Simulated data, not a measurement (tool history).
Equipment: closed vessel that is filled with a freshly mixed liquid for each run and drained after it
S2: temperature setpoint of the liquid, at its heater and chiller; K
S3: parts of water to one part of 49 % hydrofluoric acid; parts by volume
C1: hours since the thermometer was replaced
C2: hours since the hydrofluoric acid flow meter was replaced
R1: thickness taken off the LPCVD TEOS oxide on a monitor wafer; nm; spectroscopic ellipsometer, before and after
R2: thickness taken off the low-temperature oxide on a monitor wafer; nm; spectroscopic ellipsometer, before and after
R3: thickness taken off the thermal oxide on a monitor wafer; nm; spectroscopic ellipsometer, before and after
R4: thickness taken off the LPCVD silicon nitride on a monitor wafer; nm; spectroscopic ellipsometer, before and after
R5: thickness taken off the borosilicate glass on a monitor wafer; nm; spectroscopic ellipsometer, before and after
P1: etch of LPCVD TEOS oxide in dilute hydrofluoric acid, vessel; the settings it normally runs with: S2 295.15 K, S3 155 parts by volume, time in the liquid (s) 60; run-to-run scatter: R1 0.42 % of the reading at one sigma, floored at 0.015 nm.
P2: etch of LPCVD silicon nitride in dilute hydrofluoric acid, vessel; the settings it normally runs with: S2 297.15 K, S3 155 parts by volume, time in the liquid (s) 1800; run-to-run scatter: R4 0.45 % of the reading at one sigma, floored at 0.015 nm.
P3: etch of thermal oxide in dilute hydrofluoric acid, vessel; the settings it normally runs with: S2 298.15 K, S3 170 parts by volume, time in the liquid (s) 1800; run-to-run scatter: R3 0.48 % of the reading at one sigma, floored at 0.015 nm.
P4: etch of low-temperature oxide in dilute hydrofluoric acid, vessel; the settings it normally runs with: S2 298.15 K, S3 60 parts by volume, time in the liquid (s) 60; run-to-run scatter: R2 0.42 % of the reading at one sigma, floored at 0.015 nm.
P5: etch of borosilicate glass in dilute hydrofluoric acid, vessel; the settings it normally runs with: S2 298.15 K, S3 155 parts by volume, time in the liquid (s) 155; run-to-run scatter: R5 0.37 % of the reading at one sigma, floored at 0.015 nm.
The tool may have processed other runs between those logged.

run 1 day=0.633 | process_that_ran=P1 S2=295.15 S3=155 time_in_the_liquid_(s)=60 | C1=521.7 C2=372 | R1=9.4544
run 2 day=1.125 | process_that_ran=P4 S2=298.15 S3=60 time_in_the_liquid_(s)=60 | C1=533.5 C2=383.8 | R2=39.763
run 3 day=1.588 | process_that_ran=P3 S2=298.15 S3=305 time_in_the_liquid_(s)=1800 | C1=544.6 C2=394.9 | R3=23.137
run 4 day=2.283 | process_that_ran=P2 S2=297.15 S3=155 time_in_the_liquid_(s)=2720 | C1=561.3 C2=411.6 | R4=8.0481
run 5 day=2.992 | process_that_ran=P5 S2=298.15 S3=155 time_in_the_liquid_(s)=155 | C1=578.3 C2=428.6 | R5=19.731
run 6 day=3.517 | process_that_ran=P4 S2=298.15 S3=60 time_in_the_liquid_(s)=90 | C1=590.9 C2=441.2 | R2=59.279
run 7 day=4.138 | process_that_ran=P3 S2=298.15 S3=170 time_in_the_liquid_(s)=545 | C1=605.8 C2=456.1 | R3=14.257
run 8 day=4.688 | process_that_ran=P2 S2=297.15 S3=155 time_in_the_liquid_(s)=1800 | C1=619 C2=469.3 | R4=5.301
run 9 day=5.071 | process_that_ran=P1 S2=295.15 S3=155 time_in_the_liquid_(s)=60 | C1=628.2 C2=478.5 | R1=9.4328
run 10 day=5.467 | process_that_ran=P1 S2=295.15 S3=35 time_in_the_liquid_(s)=95 | C1=637.7 C2=488 | R1=75.396
run 11 day=5.9 | process_that_ran=P1 S2=291.15 S3=155 time_in_the_liquid_(s)=60 | C1=648.1 C2=498.4 | R1=7.9656
run 12 day=6.312 | process_that_ran=P1 S2=295.15 S3=155 time_in_the_liquid_(s)=95 | C1=658 C2=508.3 | R1=14.779
run 13 day=6.779 | process_that_ran=P1 S2=295.15 S3=255 time_in_the_liquid_(s)=100 | C1=669.2 C2=519.5 | R1=8.5382
run 14 day=7.479 | process_that_ran=P1 S2=295.15 S3=265 time_in_the_liquid_(s)=60 | C1=686 C2=536.3 | R1=4.9049
run 15 day=8.046 | process_that_ran=P5 S2=302.65 S3=155 time_in_the_liquid_(s)=155 | C1=699.6 C2=549.9 | R5=23.28
run 16 day=8.621 | process_that_ran=P1 S2=295.15 S3=155 time_in_the_liquid_(s)=60 | C1=713.4 C2=563.7 | R1=9.323
run 17 day=9.283 | process_that_ran=P3 S2=298.15 S3=170 time_in_the_liquid_(s)=1800 | C1=729.3 C2=579.6 | R3=47.464
run 18 day=9.683 | process_that_ran=P5 S2=298.15 S3=285 time_in_the_liquid_(s)=155 | C1=738.9 C2=589.2 | R5=9.3723
run 19 day=10.042 | process_that_ran=P2 S2=297.15 S3=155 time_in_the_liquid_(s)=1800 | C1=747.5 C2=597.8 | R4=5.3565
run 20 day=10.521 | process_that_ran=P1 S2=295.15 S3=155 time_in_the_liquid_(s)=60 | C1=759 C2=609.3 | R1=9.382
run 21 day=10.954 | process_that_ran=P2 S2=301.65 S3=155 time_in_the_liquid_(s)=1800 | C1=769.4 C2=619.7 | R4=7.0591
run 22 day=11.55 | process_that_ran=P3 S2=302.15 S3=170 time_in_the_liquid_(s)=1800 | C1=783.7 C2=634 | R3=54.909
run 23 day=12.196 | process_that_ran=P1 S2=295.15 S3=155 time_in_the_liquid_(s)=30 | C1=799.2 C2=649.5 | R1=4.6839
run 24 day=12.525 | process_that_ran=P4 S2=298.15 S3=25 time_in_the_liquid_(s)=60 | C1=807.1 C2=657.4 | R2=100.7
run 25 day=12.983 | process_that_ran=P1 S2=295.15 S3=155 time_in_the_liquid_(s)=60 | C1=818.1 C2=668.4 | R1=9.3281
run 26 day=13.571 | process_that_ran=P4 S2=303.65 S3=60 time_in_the_liquid_(s)=60 | C1=832.2 C2=682.5 | R2=49.664
run 27 day=14.221 | process_that_ran=P4 S2=298.15 S3=60 time_in_the_liquid_(s)=60 | C1=847.8 C2=698.1 | R2=40.252
run 28 day=14.633 | process_that_ran=P1 S2=301.65 S3=155 time_in_the_liquid_(s)=60 | C1=857.7 C2=708 | R1=11.883
run 29 day=15.025 | process_that_ran=P2 S2=297.15 S3=55 time_in_the_liquid_(s)=1800 | C1=867.1 C2=717.4 | R4=14.61
run 30 day=15.496 | process_that_ran=P5 S2=298.15 S3=155 time_in_the_liquid_(s)=30 | C1=878.4 C2=728.7 | R5=3.8111
run 31 day=16.079 | process_that_ran=P1 S2=295.15 S3=155 time_in_the_liquid_(s)=60 | C1=892.4 C2=742.7 | R1=9.3865
run 32 day=16.479 | process_that_ran=P1 S2=295.15 S3=25 time_in_the_liquid_(s)=60 | C1=902 C2=752.3 | R1=67.49
run 33 day=16.829 | process_that_ran=P1 S2=295.15 S3=155 time_in_the_liquid_(s)=60 | C1=910.4 C2=760.7 | R1=9.3575
run 34 day=17.533 | process_that_ran=P1 S2=295.15 S3=155 time_in_the_liquid_(s)=60 | C1=927.3 C2=777.6 | R1=9.2864
run 35 day=18.125 | process_that_ran=P1 S2=295.15 S3=155 time_in_the_liquid_(s)=60 | C1=941.5 C2=791.8 | R1=9.1017
run 36 day=18.617 | process_that_ran=P1 S2=295.15 S3=155 time_in_the_liquid_(s)=60 | C1=953.3 C2=803.6 | R1=8.9846
run 37 day=18.954 | process_that_ran=P1 S2=295.15 S3=155 time_in_the_liquid_(s)=60 | C1=961.4 C2=811.7 | R1=9.0318
run 38 day=19.667 | process_that_ran=P1 S2=295.15 S3=155 time_in_the_liquid_(s)=60 | C1=978.5 C2=828.8 | R1=8.8244
run 39 day=20.275 | process_that_ran=P1 S2=295.15 S3=155 time_in_the_liquid_(s)=60 | C1=993.1 C2=843.4 | R1=8.7843
run 40 day=20.817 | process_that_ran=P1 S2=295.15 S3=155 time_in_the_liquid_(s)=60 | C1=1006.1 C2=856.4 | R1=8.8943
run 41 day=21.329 | process_that_ran=P1 S2=295.15 S3=155 time_in_the_liquid_(s)=60 | C1=1018.4 C2=868.7 | R1=8.8494
run 42 day=21.929 | process_that_ran=P1 S2=295.15 S3=155 time_in_the_liquid_(s)=60 | C1=1032.8 C2=883.1 | R1=8.8193
run 43 day=22.546 | process_that_ran=P1 S2=295.15 S3=155 time_in_the_liquid_(s)=60 | C1=1047.6 C2=897.9 | R1=8.7703
run 44 day=22.854 | process_that_ran=P1 S2=295.15 S3=155 time_in_the_liquid_(s)=60 | C1=1055 C2=905.3 | R1=8.7322

What P1 gives has crept away from where it was. These 2 causes fit the log equally well, each at the size given:
A: hydrofluoric acid flow below the setpoint (%) = 5.28
B: liquid colder than its thermometer reads (K) = 1.63
Onset of the creep was near day 17.533.

Consider the 4 single-wafer check runs listed below, results given as question marks: which one distinguishes between the causes by giving clearly different results for each?
run check 1 day=23.162 | process_that_ran=P5 S2=298.15 S3=155 time_in_the_liquid_(s)=155 | R5=?
run check 2 day=23.162 | process_that_ran=P3 S2=298.15 S3=170 time_in_the_liquid_(s)=1800 | R3=?
run check 3 day=23.162 | process_that_ran=P2 S2=297.15 S3=155 time_in_the_liquid_(s)=1800 | R4=?
run check 4 day=23.162 | process_that_ran=P4 S2=298.15 S3=60 time_in_the_liquid_(s)=60 | R2=?

Expected result of each check under each candidate cause:
check=check_1 result=R5 if_A=18.515 if_B=18.556
check=check_2 result=R3 if_A=44.361 if_B=44.524
check=check_3 result=R4 if_A=5.0472 if_B=4.7914
check=check_4 result=R2 if_A=37.548 if_B=37.256
Distance between the nearest two causes, measured in the result of the check that separates them most: check 1 0.22 %; check 2 0.37 %; check 3 5.2 %; check 4 0.78 %
Only in check 3 would the causes give clearly different results; in the remaining checks their results would be nearly the same.

Check 3 was then run and gave: R4 5.0265 nm. Which cause is it?

A is the cause: hydrofluoric acid flow below the setpoint (%).
